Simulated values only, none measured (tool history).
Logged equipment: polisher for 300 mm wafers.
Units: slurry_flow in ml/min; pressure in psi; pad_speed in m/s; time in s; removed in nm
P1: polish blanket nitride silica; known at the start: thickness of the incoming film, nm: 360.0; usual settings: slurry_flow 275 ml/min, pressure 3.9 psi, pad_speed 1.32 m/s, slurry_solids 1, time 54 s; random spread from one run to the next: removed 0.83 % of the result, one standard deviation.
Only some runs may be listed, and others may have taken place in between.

| run | day | slurry_flow | pressure | pad_speed | slurry_solids | time | wafers polished on this pad | hours since the slurry nozzle was cleaned | hours since the head pressure was calibrated | hours since the slurry blender was calibrated | hours since the conditioning disc was replaced | removed |
|---|---|---|---|---|---|---|---|---|---|---|---|---|
| 1 | 0.475 | 275 | 3.9 | 1.32 | 1 | 54 | 305 | 417.1 | 46.4 | 203.6 | 69.6 | 54.474 |
| 2 | 0.746 | 380 | 3.9 | 1.32 | 1 | 54 | 361 | 423.6 | 52.9 | 210.1 | 76.1 | 56.005 |
| 3 | 1.262 | 275 | 3.9 | 1.32 | 1 | 54 | 467 | 436 | 65.3 | 222.5 | 88.5 | 54.362 |
| 4 | 1.821 | 275 | 3.9 | 1.32 | 1.4 | 54 | 582 | 449.4 | 78.7 | 235.9 | 101.9 | 62.753 |
| 5 | 2.304 | 275 | 3.9 | 1.32 | 1 | 35 | 681 | 461 | 90.3 | 247.5 | 113.5 | 35.728 |
|  | 2.338 | head pressure recalibrated |
| 6 | 2.658 | 275 | 6.1 | 1.32 | 1 | 54 | 754 | 469.5 | 7.8 | 256 | 122 | 83.108 |
| 7 | 3.088 | 275 | 3.9 | 1.32 | 1 | 54 | 842 | 479.8 | 18.1 | 266.3 | 132.3 | 54.169 |
| 8 | 3.525 | 415 | 2.6 | 1.32 | 1 | 54 | 932 | 490.3 | 28.6 | 276.8 | 142.8 | 37.196 |
| 9 | 4.033 | 275 | 3.9 | 1.32 | 0.5 | 54 | 1036 | 502.5 | 40.8 | 289 | 155 | 37.324 |
| 10 | 4.396 | 165 | 3.9 | 1.32 | 1 | 54 | 1111 | 511.2 | 49.5 | 297.7 | 163.7 | 51.252 |
| 11 | 4.675 | 275 | 3.9 | 1.98 | 1 | 54 | 1168 | 517.9 | 56.2 | 304.4 | 170.4 | 75.79 |
| 12 | 4.996 | 275 | 3.9 | 0.7 | 1 | 54 | 1234 | 525.6 | 63.9 | 312.1 | 178.1 | 32.264 |
| 13 | 5.471 | 275 | 1.8 | 1.32 | 1 | 54 | 1332 | 537 | 75.3 | 323.5 | 189.5 | 25.038 |
| 14 | 5.904 | 355 | 5.1 | 1.32 | 1 | 54 | 1421 | 547.4 | 85.7 | 333.9 | 199.9 | 71.743 |
| 15 | 6.375 | 275 | 3.9 | 1.32 | 1 | 74 | 1518 | 558.7 | 97 | 345.2 | 211.2 | 74.206 |

The next listed run, before its measurement:
| 16 | 6.908 | 275 | 3.9 | 1.32 | 1 | 54 | 1627 | 571.5 | 109.8 | 358 | 224 | ? |

removed: 53.19 nm
